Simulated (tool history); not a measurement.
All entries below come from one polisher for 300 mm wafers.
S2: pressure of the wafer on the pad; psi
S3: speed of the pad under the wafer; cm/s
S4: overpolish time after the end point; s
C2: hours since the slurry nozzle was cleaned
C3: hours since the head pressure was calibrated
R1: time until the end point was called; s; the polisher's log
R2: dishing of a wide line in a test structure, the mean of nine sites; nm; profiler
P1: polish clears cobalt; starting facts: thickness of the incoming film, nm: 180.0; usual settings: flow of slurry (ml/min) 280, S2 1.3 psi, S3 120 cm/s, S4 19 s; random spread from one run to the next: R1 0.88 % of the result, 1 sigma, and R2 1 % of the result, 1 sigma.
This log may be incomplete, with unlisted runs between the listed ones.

run 1 hour=5.3 | flow_of_slurry_(ml/min)=280 S2=1.3 S3=120 S4=19 | wafers_polished_on_this_pad=808 C2=402.7 C3=719.8 | R1=44.262 R2=39.676
run 2 hour=10.9 | flow_of_slurry_(ml/min)=355 S2=1.3 S3=60 S4=19 | wafers_polished_on_this_pad=867 C2=408.3 C3=725.4 | R1=86.692 R2=27.812
run 3 hour=21.2 | flow_of_slurry_(ml/min)=280 S2=1.3 S3=120 S4=19 | wafers_polished_on_this_pad=975 C2=418.6 C3=735.7 | R1=44.508 R2=39.777
run 4 hour=27.7 | flow_of_slurry_(ml/min)=280 S2=1.3 S3=120 S4=19 | wafers_polished_on_this_pad=1044 C2=425.1 C3=742.2 | R1=43.641 R2=39.302
run 5 hour=37.1 | flow_of_slurry_(ml/min)=280 S2=0.6 S3=120 S4=11 | wafers_polished_on_this_pad=1143 C2=434.5 C3=751.6 | R1=96.378 R2=16.916
run 6 hour=47.1 | flow_of_slurry_(ml/min)=280 S2=1.3 S3=120 S4=29 | wafers_polished_on_this_pad=1248 C2=444.5 C3=761.6 | R1=44.596 R2=45.951
run 7 hour=57.1 | flow_of_slurry_(ml/min)=280 S2=1.3 S3=120 S4=19 | wafers_polished_on_this_pad=1354 C2=454.5 C3=771.6 | R1=44.251 R2=40.109
run 8 hour=67.2 | flow_of_slurry_(ml/min)=280 S2=1.3 S3=120 S4=19 | wafers_polished_on_this_pad=1460 C2=464.6 C3=781.7 | R1=43.862 R2=40.201
run 9 hour=75.3 | flow_of_slurry_(ml/min)=420 S2=1.3 S3=120 S4=19 | wafers_polished_on_this_pad=1546 C2=472.7 C3=789.8 | R1=42.620 R2=41.033
run 10 hour=84.7 | flow_of_slurry_(ml/min)=170 S2=1.3 S3=120 S4=19 | wafers_polished_on_this_pad=1645 C2=482.1 C3=799.2 | R1=46.862 R2=38.346
run 11 hour=91.5 | flow_of_slurry_(ml/min)=380 S2=1.9 S3=120 S4=19 | wafers_polished_on_this_pad=1717 C2=488.9 C3=806.0 | R1=29.131 R2=44.601
run 12 hour=96.8 | flow_of_slurry_(ml/min)=280 S2=0.7 S3=120 S4=19 | wafers_polished_on_this_pad=1773 C2=494.2 C3=811.3 | R1=82.465 R2=28.698
run 13 hour=105.9 | flow_of_slurry_(ml/min)=280 S2=1.7 S3=120 S4=19 | wafers_polished_on_this_pad=1869 C2=503.3 C3=820.4 | R1=33.918 R2=43.358
run 14 hour=112.6 | flow_of_slurry_(ml/min)=280 S2=1.3 S3=120 S4=19 | wafers_polished_on_this_pad=1939 C2=510.0 C3=827.1 | R1=44.509 R2=40.415
run 15 hour=120.6 | flow_of_slurry_(ml/min)=280 S2=1.3 S3=120 S4=6 | wafers_polished_on_this_pad=2024 C2=518.0 C3=835.1 | R1=44.120 R2=19.021
run 16 hour=127.7 | flow_of_slurry_(ml/min)=280 S2=1.3 S3=120 S4=19 | wafers_polished_on_this_pad=2098 C2=525.1 C3=842.2 | R1=44.668 R2=39.558
run 17 hour=133.9 | flow_of_slurry_(ml/min)=280 S2=1.3 S3=76 S4=19 | wafers_polished_on_this_pad=2164 C2=531.3 C3=848.4 | R1=69.233 R2=30.756
run 18 hour=144.6 | flow_of_slurry_(ml/min)=280 S2=1.3 S3=176 S4=19 | wafers_polished_on_this_pad=2277 C2=542.0 C3=859.1 | R1=30.199 R2=45.438
run 19 hour=155.1 | flow_of_slurry_(ml/min)=280 S2=1.3 S3=120 S4=19 | wafers_polished_on_this_pad=2387 C2=552.5 C3=869.6 | R1=44.057 R2=39.493
run 20 hour=164.5 | flow_of_slurry_(ml/min)=280 S2=1.3 S3=120 S4=19 | wafers_polished_on_this_pad=2486 C2=561.9 C3=879.0 | R1=45.342 R2=39.418
run 21 hour=169.8 | flow_of_slurry_(ml/min)=280 S2=1.3 S3=120 S4=19 | wafers_polished_on_this_pad=2542 C2=567.2 C3=884.3 | R1=45.473 R2=39.652
run 22 hour=178.4 | flow_of_slurry_(ml/min)=280 S2=1.3 S3=120 S4=19 | wafers_polished_on_this_pad=2633 C2=575.8 C3=892.9 | R1=46.237 R2=38.719

What will run 23 give?
run 23 hour=188.8 | flow_of_slurry_(ml/min)=280 S2=1.3 S3=120 S4=19 | wafers_polished_on_this_pad=2743 C2=586.2 C3=903.3 | R1=? R2=?

{"run 23": {"R1": 45.993, "R2": 38.765}}

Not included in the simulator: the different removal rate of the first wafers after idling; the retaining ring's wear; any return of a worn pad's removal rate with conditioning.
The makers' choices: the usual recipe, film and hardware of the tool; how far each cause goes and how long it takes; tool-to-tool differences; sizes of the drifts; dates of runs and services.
